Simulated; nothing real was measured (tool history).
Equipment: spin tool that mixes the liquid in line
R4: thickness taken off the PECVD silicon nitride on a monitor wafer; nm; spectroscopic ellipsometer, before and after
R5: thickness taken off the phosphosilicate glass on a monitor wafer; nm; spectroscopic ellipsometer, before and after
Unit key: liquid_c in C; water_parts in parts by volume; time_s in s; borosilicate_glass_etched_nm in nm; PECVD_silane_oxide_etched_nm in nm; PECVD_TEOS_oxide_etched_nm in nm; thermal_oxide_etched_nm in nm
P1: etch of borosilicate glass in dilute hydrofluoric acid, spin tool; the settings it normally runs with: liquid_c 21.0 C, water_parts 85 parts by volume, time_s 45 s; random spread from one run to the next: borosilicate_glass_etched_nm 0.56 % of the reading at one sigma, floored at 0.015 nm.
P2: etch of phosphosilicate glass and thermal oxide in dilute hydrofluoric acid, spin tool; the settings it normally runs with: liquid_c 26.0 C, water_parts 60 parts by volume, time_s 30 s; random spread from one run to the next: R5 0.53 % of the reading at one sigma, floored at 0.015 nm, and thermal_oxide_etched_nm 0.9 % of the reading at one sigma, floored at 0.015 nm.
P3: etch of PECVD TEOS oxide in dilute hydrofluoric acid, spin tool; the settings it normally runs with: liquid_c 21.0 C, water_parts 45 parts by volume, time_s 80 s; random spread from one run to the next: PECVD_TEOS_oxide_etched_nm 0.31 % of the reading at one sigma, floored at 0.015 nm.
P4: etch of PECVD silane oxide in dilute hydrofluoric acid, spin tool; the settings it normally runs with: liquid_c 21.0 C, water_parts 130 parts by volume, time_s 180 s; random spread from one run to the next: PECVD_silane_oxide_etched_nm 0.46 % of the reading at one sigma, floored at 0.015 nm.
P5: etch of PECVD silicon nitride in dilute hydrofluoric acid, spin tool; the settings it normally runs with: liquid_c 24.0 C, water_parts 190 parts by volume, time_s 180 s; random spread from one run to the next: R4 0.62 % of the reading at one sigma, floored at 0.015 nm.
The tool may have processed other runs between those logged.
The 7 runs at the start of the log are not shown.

run 8 day=2.338 | process=P2 liquid_c=21.0 water_parts=60 time_s=30 | R5=52.679 thermal_oxide_etched_nm=2.1685
run 9 day=2.754 | process=P1 liquid_c=17.0 water_parts=85 time_s=45 | borosilicate_glass_etched_nm=11.2430
run 10 day=3.071 | process=P2 liquid_c=26.0 water_parts=60 time_s=15 | R5=31.964 thermal_oxide_etched_nm=1.3062
run 11 day=3.329 | process=P3 liquid_c=21.0 water_parts=45 time_s=80 | PECVD_TEOS_oxide_etched_nm=14.5140
run 12 day=3.775 | process=P1 liquid_c=29.5 water_parts=85 time_s=45 | borosilicate_glass_etched_nm=18.7070
run 13 day=4.167 | process=P5 liquid_c=24.0 water_parts=190 time_s=275 | R4=6.6678
run 14 day=4.654 | process=P5 liquid_c=31.5 water_parts=190 time_s=180 | R4=6.9622
run 15 day=5.196 | process=P5 liquid_c=24.0 water_parts=275 time_s=180 | R4=3.0566
run 16 day=5.612 | process=P4 liquid_c=21.0 water_parts=130 time_s=15 | PECVD_silane_oxide_etched_nm=1.4831
run 17 day=5.912 | process=P3 liquid_c=21.0 water_parts=70 time_s=80 | PECVD_TEOS_oxide_etched_nm=9.0537
run 18 day=6.379 | process=P5 liquid_c=24.0 water_parts=190 time_s=180 | R4=4.3548
run 19 day=6.829 | process=P2 liquid_c=26.0 water_parts=60 time_s=30 | R5=63.738 thermal_oxide_etched_nm=2.5997
run 20 day=7.221 | process=P3 liquid_c=17.0 water_parts=45 time_s=80 | PECVD_TEOS_oxide_etched_nm=12.2090
run 21 day=7.675 | process=P1 liquid_c=21.0 water_parts=140 time_s=45 | borosilicate_glass_etched_nm=7.5564
run 22 day=8.092 | process=P1 liquid_c=21.0 water_parts=85 time_s=85 | borosilicate_glass_etched_nm=25.0190
run 23 day=8.379 | process=P3 liquid_c=21.0 water_parts=45 time_s=35 | PECVD_TEOS_oxide_etched_nm=6.3587

Run 24 has not been measured yet. What should we expect?
run 24 day=8.758 | process=P4 liquid_c=27.5 water_parts=130 time_s=180 | PECVD_silane_oxide_etched_nm=?

{"run 24": {"PECVD_silane_oxide_etched_nm": 22.42}}
